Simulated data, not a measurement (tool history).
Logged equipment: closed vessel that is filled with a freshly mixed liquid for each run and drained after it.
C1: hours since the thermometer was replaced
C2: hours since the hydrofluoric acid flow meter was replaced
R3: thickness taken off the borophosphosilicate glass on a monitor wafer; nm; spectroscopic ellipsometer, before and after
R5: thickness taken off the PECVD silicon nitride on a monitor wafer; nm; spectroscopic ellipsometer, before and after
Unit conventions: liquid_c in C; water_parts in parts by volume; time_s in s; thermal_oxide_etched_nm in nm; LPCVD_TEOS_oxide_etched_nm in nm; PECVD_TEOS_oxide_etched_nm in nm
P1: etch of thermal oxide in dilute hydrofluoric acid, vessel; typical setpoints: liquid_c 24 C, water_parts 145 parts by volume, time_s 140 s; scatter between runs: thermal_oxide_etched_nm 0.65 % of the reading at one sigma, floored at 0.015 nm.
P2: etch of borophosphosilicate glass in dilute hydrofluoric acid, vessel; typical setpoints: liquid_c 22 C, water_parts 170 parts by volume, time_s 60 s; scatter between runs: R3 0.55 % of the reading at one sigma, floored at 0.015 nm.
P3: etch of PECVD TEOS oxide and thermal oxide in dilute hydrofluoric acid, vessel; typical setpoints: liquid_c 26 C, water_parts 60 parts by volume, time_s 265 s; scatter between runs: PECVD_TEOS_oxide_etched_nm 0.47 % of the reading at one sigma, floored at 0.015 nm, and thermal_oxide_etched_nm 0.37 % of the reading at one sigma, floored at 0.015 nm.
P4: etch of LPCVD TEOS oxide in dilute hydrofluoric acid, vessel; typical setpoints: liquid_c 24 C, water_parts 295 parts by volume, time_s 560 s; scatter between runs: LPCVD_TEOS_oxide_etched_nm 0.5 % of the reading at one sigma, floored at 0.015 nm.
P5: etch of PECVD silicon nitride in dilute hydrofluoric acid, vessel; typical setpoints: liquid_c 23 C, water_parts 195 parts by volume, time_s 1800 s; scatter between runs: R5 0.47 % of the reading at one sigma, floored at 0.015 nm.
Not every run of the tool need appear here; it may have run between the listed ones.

Run 1, day 0.446: process P1, liquid_c 24 C, water_parts 145 parts by volume, time_s 140 s; C1 261.5; C2 840.7. Result: thermal_oxide_etched_nm 4.4982 nm.
Run 2, day 0.958: process P4, liquid_c 24 C, water_parts 295 parts by volume, time_s 870 s; C1 273.8; C2 853. Result: LPCVD_TEOS_oxide_etched_nm 60.047 nm.
Run 3, day 1.321: process P2, liquid_c 22 C, water_parts 170 parts by volume, time_s 60 s; C1 282.5; C2 861.7. Result: R3 12.851 nm.
Run 4, day 1.583: process P1, liquid_c 24 C, water_parts 145 parts by volume, time_s 140 s; C1 288.8; C2 868. Result: thermal_oxide_etched_nm 4.5106 nm.
Run 5, day 1.971: process P3, liquid_c 26 C, water_parts 60 parts by volume, time_s 265 s; C1 298.1; C2 877.3. Result: thermal_oxide_etched_nm 22.25 nm, PECVD_TEOS_oxide_etched_nm 60.502 nm.
Run 6, day 2.383: process P1, liquid_c 18.5 C, water_parts 145 parts by volume, time_s 80 s; C1 308; C2 887.2. Result: thermal_oxide_etched_nm 2.122 nm.
Run 7, day 2.771: process P1, liquid_c 17 C, water_parts 145 parts by volume, time_s 140 s; C1 317.3; C2 896.5. Result: thermal_oxide_etched_nm 3.3835 nm.
Run 8, day 3.15: process P4, liquid_c 24 C, water_parts 495 parts by volume, time_s 560 s; C1 326.4; C2 905.6. Result: LPCVD_TEOS_oxide_etched_nm 19.256 nm.
Run 9, day 3.554: process P3, liquid_c 34 C, water_parts 60 parts by volume, time_s 265 s; C1 336.1; C2 915.3. Result: thermal_oxide_etched_nm 30.413 nm, PECVD_TEOS_oxide_etched_nm 81.657 nm.
Run 10, day 3.946: process P1, liquid_c 24 C, water_parts 145 parts by volume, time_s 140 s; C1 345.5; C2 924.7. Result: thermal_oxide_etched_nm 4.5092 nm.
Run 11, day 4.283: process P1, liquid_c 24 C, water_parts 80 parts by volume, time_s 140 s; C1 353.6; C2 932.8. Result: thermal_oxide_etched_nm 8.751 nm.
Run 12, day 4.733: process P5, liquid_c 23 C, water_parts 55 parts by volume, time_s 1800 s; C1 364.4; C2 943.6. Result: R5 51.921 nm.
Run 13, day 5.029: process P1, liquid_c 24 C, water_parts 145 parts by volume, time_s 140 s; C1 371.5; C2 950.7. Result: thermal_oxide_etched_nm 4.5578 nm.
Run 14, day 5.288: process P3, liquid_c 26 C, water_parts 60 parts by volume, time_s 445 s; C1 377.7; C2 956.9. Result: thermal_oxide_etched_nm 37.504 nm, PECVD_TEOS_oxide_etched_nm 101.37 nm.
Run 15, day 5.533: process P1, liquid_c 24 C, water_parts 200 parts by volume, time_s 140 s; C1 383.6; C2 962.8. Result: thermal_oxide_etched_nm 3.087 nm.
Run 16, day 5.875: process P5, liquid_c 23 C, water_parts 195 parts by volume, time_s 735 s; C1 391.8; C2 971. Result: R5 6.094 nm.
Run 17, day 6.258: process P2, liquid_c 22 C, water_parts 170 parts by volume, time_s 35 s; C1 401; C2 980.2. Result: R3 7.5159 nm.
Run 18, day 6.638: process P5, liquid_c 27 C, water_parts 195 parts by volume, time_s 1800 s; C1 410.1; C2 989.3. Result: R5 19.155 nm.
Run 19, day 6.875: process P1, liquid_c 24 C, water_parts 145 parts by volume, time_s 60 s; C1 415.8; C2 995. Result: thermal_oxide_etched_nm 1.9431 nm.
Run 20, day 7.283: process P5, liquid_c 23 C, water_parts 195 parts by volume, time_s 1800 s; C1 425.6; C2 1004.8. Result: R5 15.005 nm.
Run 21, day 7.546: process P3, liquid_c 26 C, water_parts 95 parts by volume, time_s 265 s; C1 431.9; C2 1011.1. Result: thermal_oxide_etched_nm 13.383 nm, PECVD_TEOS_oxide_etched_nm 36.46 nm.
Run 22, day 7.971: process P2, liquid_c 17 C, water_parts 170 parts by volume, time_s 60 s; C1 442.1; C2 1021.3. Result: R3 10.576 nm.
Run 23, day 8.408: process P1, liquid_c 24 C, water_parts 145 parts by volume, time_s 225 s; C1 452.6; C2 1031.8. Result: thermal_oxide_etched_nm 7.1532 nm.
Run 24, day 8.721: process P1, liquid_c 24 C, water_parts 145 parts by volume, time_s 140 s; C1 460.1; C2 1039.3. Result: thermal_oxide_etched_nm 4.5093 nm.
At day 9.025: hydrofluoric acid flow meter replaced.
Run 25, day 9.133: process P4, liquid_c 24 C, water_parts 295 parts by volume, time_s 560 s; C1 470; C2 2.6. Result: LPCVD_TEOS_oxide_etched_nm 38.558 nm.
Run 26, day 9.492: process P5, liquid_c 23 C, water_parts 195 parts by volume, time_s 1800 s; C1 478.6; C2 11.2. Result: R5 15.003 nm.
Run 27, day 9.9: process P1, liquid_c 31 C, water_parts 145 parts by volume, time_s 140 s; C1 488.4; C2 21. Result: thermal_oxide_etched_nm 5.7849 nm.
Run 28, day 10.317: process P2, liquid_c 22 C, water_parts 305 parts by volume, time_s 60 s; C1 498.4; C2 31. Result: R3 6.2616 nm.
Run 29, day 10.596: process P4, liquid_c 17 C, water_parts 295 parts by volume, time_s 560 s; C1 505.1; C2 37.7. Result: LPCVD_TEOS_oxide_etched_nm 29.945 nm.
Run 30, day 10.892: process P1, liquid_c 24 C, water_parts 145 parts by volume, time_s 140 s; C1 512.2; C2 44.8. Result: thermal_oxide_etched_nm 4.473 nm.
Run 31, day 11.408: process P1, liquid_c 24 C, water_parts 145 parts by volume, time_s 140 s; C1 524.6; C2 57.2. Result: thermal_oxide_etched_nm 4.6653 nm.
Run 32, day 11.904: process P1, liquid_c 24 C, water_parts 145 parts by volume, time_s 140 s; C1 536.5; C2 69.1. Result: thermal_oxide_etched_nm 4.6641 nm.
Run 33, day 12.396: process P1, liquid_c 24 C, water_parts 145 parts by volume, time_s 140 s; C1 548.3; C2 80.9. Result: thermal_oxide_etched_nm 4.6763 nm.
Run 34, day 12.642: process P1, liquid_c 24 C, water_parts 145 parts by volume, time_s 140 s; C1 554.2; C2 86.8. Result: thermal_oxide_etched_nm 4.7251 nm.
Run 35, day 12.904: process P1, liquid_c 24 C, water_parts 145 parts by volume, time_s 140 s; C1 560.5; C2 93.1. Result: thermal_oxide_etched_nm 4.7841 nm.
Run 36, day 13.158: process P1, liquid_c 24 C, water_parts 145 parts by volume, time_s 140 s; C1 566.6; C2 99.2. Result: thermal_oxide_etched_nm 4.7478 nm.
Run 37, day 13.546: process P1, liquid_c 24 C, water_parts 145 parts by volume, time_s 140 s; C1 575.9; C2 108.5. Result: thermal_oxide_etched_nm 4.7694 nm.
Run 38, day 14.062: process P1, liquid_c 24 C, water_parts 145 parts by volume, time_s 140 s; C1 588.3; C2 120.9. Result: thermal_oxide_etched_nm 4.7799 nm.

What P1 gives has crept away from where it was. These 2 causes fit the log equally well, each at the size given:
A: hydrofluoric acid flow above the setpoint (%) = 4.86
B: liquid hotter than its thermometer reads (K) = 1.45
The drift started at roughly day 10.892.

Which of the 4 check runs listed below separates the causes, so that each cause would produce a clearly different result? Each run uses one wafer, and its results are marked with question marks.
Run check 1, day 14.579: process P2, liquid_c 22 C, water_parts 170 parts by volume, time_s 60 s. Result: R3 ?.
Run check 2, day 14.579: process P4, liquid_c 24 C, water_parts 295 parts by volume, time_s 560 s. Result: LPCVD_TEOS_oxide_etched_nm ?.
Run check 3, day 14.579: process P5, liquid_c 23 C, water_parts 195 parts by volume, time_s 1800 s. Result: R5 ?.
Run check 4, day 14.579: process P3, liquid_c 26 C, water_parts 60 parts by volume, time_s 265 s. Result: thermal_oxide_etched_nm ?, PECVD_TEOS_oxide_etched_nm ?.

Expected result of each check under each candidate cause:
  check                      result    if A    if B
check 1                          R3  13.625  13.619
check 2  LPCVD_TEOS_oxide_etched_nm  41.143    40.7
check 3                          R5  15.714  16.443
check 4     thermal_oxide_etched_nm  23.416  23.571
check 4  PECVD_TEOS_oxide_etched_nm  63.438   63.86
How far apart the two closest causes lie, in the result that separates them most: check 1 0.05 %; check 2 1.08 %; check 3 4.53 %; check 4 0.66 %
Of the check runs offered, only check 3 discriminates between the causes; the rest would read about the same regardless of which cause applies.

Check 3 has now been run. It gave: R5 16.431 nm. Which of the candidate causes is it?

B is the cause: liquid hotter than its thermometer reads (K).
